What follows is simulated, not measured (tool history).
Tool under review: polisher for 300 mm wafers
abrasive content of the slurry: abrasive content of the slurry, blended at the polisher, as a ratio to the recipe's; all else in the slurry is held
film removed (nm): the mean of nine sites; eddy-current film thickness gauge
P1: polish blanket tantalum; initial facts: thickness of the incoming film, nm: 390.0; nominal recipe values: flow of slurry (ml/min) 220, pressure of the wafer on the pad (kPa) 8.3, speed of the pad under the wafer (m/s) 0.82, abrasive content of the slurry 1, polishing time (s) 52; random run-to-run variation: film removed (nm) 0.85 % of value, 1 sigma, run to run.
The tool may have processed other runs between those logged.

run   hour  flow of slurry (ml/min)  pressure of the wafer on the pad (kPa)  speed of the pad under the wafer (m/s)  abrasive content of the slurry  polishing time (s)  wafers polished on this pad  hours since the slurry nozzle was cleaned  hours since the head pressure was calibrated  hours since the slurry blender was calibrated  film removed (nm)
  1    6.5                      220                                     8.3                                    0.82                               1                  52                          567                                      301.5                                          58.2                                          130.2             44.981
  2   13.3                      220                                     8.3                                    0.56                               1                  52                          657                                      308.3                                            65                                            137             31.238
  3   23.1                      220                                     8.3                                    0.82                             1.3                  52                          788                                      318.1                                          74.8                                          146.8             48.419
  4   29.9                      170                                      11                                    0.82                               1                  52                          879                                      324.9                                          81.6                                          153.6             58.626
  5   38.8                      220                                     4.8                                    0.82                               1                  52                          998                                      333.8                                          90.5                                          162.5             26.305
  6   45.2                      220                                    12.4                                    0.82                               1                  52                         1083                                      340.2                                          96.9                                          168.9             68.398
  7     51                      220                                     8.3                                    0.82                               1                  52                         1160                                        346                                         102.7                                          174.7             45.371
  8   58.3                      220                                     8.3                                    0.82                               1                  52                         1258                                      353.3                                           110                                            182             45.666
  9   65.1                      220                                     8.3                                    0.82                             0.6                  52                         1349                                      360.1                                         116.8                                          188.8             38.367
 10   70.2                      220                                     8.3                                    0.82                               1                  71                         1417                                      365.2                                         121.9                                          193.9             62.116
 11   77.8                      130                                     8.3                                    0.82                               1                  52                         1518                                      372.8                                         129.5                                          201.5             41.349
 12   83.9                      220                                     8.3                                    0.82                               1                  52                         1600                                      378.9                                         135.6                                          207.6             45.077
      92.1  -- head pressure recalibrated
 13   95.3                      220                                     8.3                                    1.06                               1                  52                         1752                                      390.3                                           3.2                                            219             59.065
 14  106.5                      220                                     8.3                                    0.82                               1                  52                         1901                                      401.5                                          14.4                                          230.2             45.884
 15  113.5                      220                                     8.3                                    0.82                               1                  24                         1995                                      408.5                                          21.4                                          237.2             20.728
 16  122.9                      320                                     8.3                                    0.82                               1                  52                         2120                                      417.9                                          30.8                                          246.6             47.025

The next listed run, before its measurement:
 17  128.6                      220                                     8.3                                    0.82                               1                  52                         2196                                      423.6                                          36.5                                          252.3                  ?

film removed (nm): 45.503
